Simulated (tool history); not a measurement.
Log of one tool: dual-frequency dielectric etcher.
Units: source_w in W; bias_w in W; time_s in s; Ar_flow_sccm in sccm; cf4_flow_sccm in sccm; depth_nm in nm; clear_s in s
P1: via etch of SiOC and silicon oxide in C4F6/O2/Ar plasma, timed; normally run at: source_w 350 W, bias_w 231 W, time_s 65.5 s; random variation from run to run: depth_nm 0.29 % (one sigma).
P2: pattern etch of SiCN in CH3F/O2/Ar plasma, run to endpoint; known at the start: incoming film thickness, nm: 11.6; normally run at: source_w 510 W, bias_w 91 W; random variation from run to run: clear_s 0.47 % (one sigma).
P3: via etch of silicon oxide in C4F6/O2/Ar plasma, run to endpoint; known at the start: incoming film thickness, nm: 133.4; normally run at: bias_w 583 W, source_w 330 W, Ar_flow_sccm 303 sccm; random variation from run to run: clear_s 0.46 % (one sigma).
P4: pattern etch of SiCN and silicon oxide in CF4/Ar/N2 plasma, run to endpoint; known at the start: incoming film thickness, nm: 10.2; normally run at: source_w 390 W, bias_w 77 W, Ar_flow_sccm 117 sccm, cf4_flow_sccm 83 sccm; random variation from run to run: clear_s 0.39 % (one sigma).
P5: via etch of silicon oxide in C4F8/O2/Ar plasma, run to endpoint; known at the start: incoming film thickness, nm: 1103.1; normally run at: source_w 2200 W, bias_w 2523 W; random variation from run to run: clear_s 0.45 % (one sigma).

| run | hour | process | source_w | bias_w | time_s | Ar_flow_sccm | cf4_flow_sccm | depth_nm | clear_s |
|---|---|---|---|---|---|---|---|---|---|
| 1 | 8.1 | P1 | 350 | 231 | 65.5 |  |  | 77.204 |  |
| 2 | 21.3 | P1 | 440 | 231 | 65.5 |  |  | 84.266 |  |
| 3 | 38.4 | P1 | 440 | 152 | 65.5 |  |  | 73.916 |  |
| 4 | 51.9 | P1 | 350 | 231 | 92.5 |  |  | 109.56 |  |
| 5 | 65.3 | P1 | 350 | 169 | 40 |  |  | 42.393 |  |
| 6 | 77.1 | P3 | 330 | 418 |  | 303 |  |  | 33.739 |
| 7 | 87.8 | P5 | 1330 | 2523 |  |  |  |  | 243.43 |
| 8 | 96.5 | P4 | 390 | 77 |  | 117 | 63 |  | 13.85 |
| 9 | 113.2 | P1 | 350 | 310 | 65.5 |  |  | 85.406 |  |
| 10 | 121.8 | P4 | 530 | 77 |  | 117 | 83 |  | 10.171 |
| 11 | 130.5 | P1 | 350 | 170 | 65.5 |  |  | 69.616 |  |
| 12 | 141.4 | P1 | 350 | 231 | 65.5 |  |  | 76.993 |  |
| 13 | 150.1 | P2 | 510 | 115 |  |  |  |  | 23.231 |
| 14 | 166.5 | P3 | 330 | 583 |  | 303 |  |  | 29.727 |
|  | 172.5 | wet clean of the chamber |
| 15 | 182.6 | P1 | 220 | 231 | 65.5 |  |  | 64.512 |  |
| 16 | 196.8 | P3 | 330 | 583 |  | 303 |  |  | 29.83 |
| 17 | 207.3 | P4 | 390 | 77 |  | 117 | 83 |  | 13.321 |
| 18 | 220 | P1 | 350 | 231 | 65.5 |  |  | 76.626 |  |
| 19 | 233.7 | P5 | 2200 | 2523 |  |  |  |  | 200.75 |
| 20 | 242 | P5 | 2200 | 1787 |  |  |  |  | 221.96 |
| 21 | 257.8 | P4 | 390 | 77 |  | 157 | 83 |  | 13.966 |
| 22 | 268 | P5 | 2200 | 2523 |  |  |  |  | 199.69 |
| 23 | 284.2 | P1 | 350 | 231 | 47 |  |  | 55.282 |  |
| 24 | 295.7 | P1 | 350 | 231 | 65.5 |  |  | 77.225 |  |
| 25 | 306 | P4 | 390 | 77 |  | 117 | 83 |  | 13.397 |
| 26 | 322.3 | P3 | 400 | 583 |  | 303 |  |  | 28.122 |
| 27 | 337.7 | P3 | 330 | 583 |  | 370 |  |  | 30.424 |
| 28 | 354.2 | P2 | 290 | 91 |  |  |  |  | 31.232 |
| 29 | 367.3 | P1 | 350 | 231 | 65.5 |  |  | 77.253 |  |
| 30 | 378.5 | P1 | 350 | 231 | 65.5 |  |  | 76.722 |  |
| 31 | 389.1 | P4 | 390 | 53 |  | 117 | 83 |  | 15.087 |
| 32 | 400.9 | P2 | 510 | 91 |  |  |  |  | 25.382 |
| 33 | 413.5 | P1 | 350 | 231 | 65.5 |  |  | 76.945 |  |
| 34 | 421.7 | P1 | 350 | 231 | 65.5 |  |  | 76.636 |  |
| 35 | 439.7 | P1 | 350 | 231 | 65.5 |  |  | 76.096 |  |
| 36 | 451.8 | P1 | 350 | 231 | 65.5 |  |  | 75.772 |  |
|  | 461.4 | wet clean of the chamber |
| 37 | 464.3 | P1 | 350 | 231 | 65.5 |  |  | 76.218 |  |
| 38 | 474.2 | P1 | 350 | 231 | 65.5 |  |  | 75.901 |  |
| 39 | 488.2 | P1 | 350 | 231 | 65.5 |  |  | 76.173 |  |
| 40 | 499.1 | P1 | 350 | 231 | 65.5 |  |  | 75.654 |  |

What P1 gives has crept away from where it was. These 2 causes fit the log equally well, each at the size given:
A: bias power that arrives under what is set, % = 4.69
B: source power that arrives under what is set, % = 4.19
The creep began at about hour 413.5.
Why every other cause is out:
chamber walls in a state that lowers the etch rate, %: serviced at hour 461.4, which brought nothing back

4 check runs are offered, each on 2 wafers whose results are averaged, their results left as question marks. Which one tells the causes apart?
| check 1 | 510 | P3 | 330 | 583 |  | 303 |  |  | ? |
| check 2 | 510 | P4 | 390 | 77 |  | 117 | 83 |  | ? |
| check 3 | 510 | P2 | 510 | 91 |  |  |  |  | ? |
| check 4 | 510 | P5 | 2200 | 2523 |  |  |  |  | ? |

What each check would give under each cause:
| check | result | if A | if B |
|---|---|---|---|
| check 1 | clear_s | 30.349 | 30.263 |
| check 2 | clear_s | 13.562 | 13.852 |
| check 3 | clear_s | 25.741 | 25.702 |
| check 4 | clear_s | 202.86 | 203.4 |
How far apart the two closest causes lie, in the result that separates them most: check 1 0.28 %; check 2 2.12 %; check 3 0.15 %; check 4 0.26 %
Check 2 tells the causes apart: in the others they would give nearly the same result.

Then check 2 was run and gave: clear_s 13.582 s. Which cause is it?

It is A: bias power that arrives under what is set, %.

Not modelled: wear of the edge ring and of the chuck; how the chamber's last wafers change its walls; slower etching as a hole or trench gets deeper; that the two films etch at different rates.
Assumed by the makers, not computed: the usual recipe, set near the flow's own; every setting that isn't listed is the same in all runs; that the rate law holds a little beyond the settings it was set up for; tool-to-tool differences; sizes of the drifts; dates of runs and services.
